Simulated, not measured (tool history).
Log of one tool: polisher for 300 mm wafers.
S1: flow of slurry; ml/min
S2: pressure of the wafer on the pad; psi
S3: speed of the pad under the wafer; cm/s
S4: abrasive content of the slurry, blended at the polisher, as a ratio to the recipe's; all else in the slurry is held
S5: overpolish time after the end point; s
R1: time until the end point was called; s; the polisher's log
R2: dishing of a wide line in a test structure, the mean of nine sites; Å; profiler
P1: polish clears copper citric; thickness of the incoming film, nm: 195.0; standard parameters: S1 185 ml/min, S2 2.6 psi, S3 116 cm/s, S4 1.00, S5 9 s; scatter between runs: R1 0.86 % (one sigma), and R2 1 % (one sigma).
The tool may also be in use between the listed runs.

run   hour   S1   S2   S3    S4  S5       R1       R2
  1    8.6  185  2.6  116  1.00   9  104.020  129.020
  2   21.2  185  2.6  116  1.40   9   97.627  138.790
  3   32.3  240  2.6  116  1.00   9  101.460  134.520
  4   41.2  185  2.6  116  1.00   9  103.520  128.190
  5   50.3  185  2.6  116  1.00   9  103.610  128.230
  6   61.3  185  2.6  158  1.00   9   76.892  171.850
  7   68.8  185  2.6  116  1.00  14  104.240  196.260
  8   81.2  185  3.6  116  1.00   9   75.681  177.040
  9   90.0  185  1.8  116  1.45   9  137.060   98.560
 10  100.6  185  2.6  116  1.00   3  103.790   44.962
     110.2  -- head pressure recalibrated
 11  116.7  110  2.6  116  1.00   9  115.010  115.570
 12  128.8  185  2.6   62  1.00   9  188.490   72.380
 13  137.4  185  2.6  116  0.70   9  113.050  122.050
 14  153.4  185  2.6  116  1.00   9  103.030  128.140
 15  170.0  185  1.2  116  1.00   9  218.250   62.150
 16  186.3  185  2.6  116  1.00   9  105.390  128.470
 17  199.9  185  2.6  116  1.00   9  109.020  125.010
 18  207.4  185  2.6  116  1.00   9  108.620  124.640
 19  218.2  185  2.6  116  1.00   9  109.270  123.750
 20  234.7  185  2.6  116  1.00   9  112.150  119.690
 21  244.8  185  2.6  116  1.00   9  112.350  120.300
     245.2  -- worn pad replaced by a new one
 22  253.4  185  2.6  116  1.00   9  113.300  122.260
 23  264.1  185  2.6  116  1.00   9  111.790  121.020
     279.1  -- head pressure recalibrated
 24  279.9  185  2.6  116  1.00   9  114.280  120.570
 25  289.3  185  2.6  116  1.00   9  114.600  118.830
 26  301.2  185  2.6  116  1.00   9  114.570  121.330
 27  311.6  185  2.6  116  1.00   9  112.960  120.920

Something has made what P1 gives creep away from where it was; the 2 causes below, each at its own stated size, fit the log equally well:
A: slurry flow missing at the pad, % = 36.9
B: abrasive missing from the slurry, % = 32.3
Creep in the process output first set in at about hour 186.3.
Each remaining cause and why it is not a fit:
removal rate lost through wear of the pad, %: was serviced at hour 245.2, once the creep was under way, yet the earlier output never came back
head's pressure below its setpoint, %: was serviced at hour 279.1, once the creep was under way, yet the earlier output never came back

Consider the 4 check runs below, whose results appear as question marks and each of which averages 2 wafers. Which one distinguishes the causes, in that each cause would give it a clearly different result?
check 1  322.0  110  2.6  116  1.30   9   ?   ?
check 2  322.0  185  2.6   72  1.00   9   ?   ?
check 3  322.0  185  1.6  116  1.00   9   ?   ?
check 4  322.0  185  1.2  152  1.00   9   ?   ?

Outcome of each check run for each possible cause:
  check  result     if A     if B
check 1      R1  123.550  118.070
check 1      R2  110.150  115.070
check 2      R1  180.050  180.080
check 2      R2   76.458   76.446
check 3      R1  181.550  181.570
check 3      R2   75.424   75.412
check 4      R1  184.610  184.640
check 4      R2   73.896   73.885
Per-check spread between the two closest causes, in the result where they differ most: check 1 4.54 %; check 2 0.02 %; check 3 0.02 %; check 4 0.02 %
Check 1 is the one run that separates the causes; every other check would come out nearly the same whichever cause is at work.

Then check 1 was run and gave: R1 118.900 s; R2 114.870 Å. Which cause is it?

It was cause B: abrasive missing from the slurry, %.
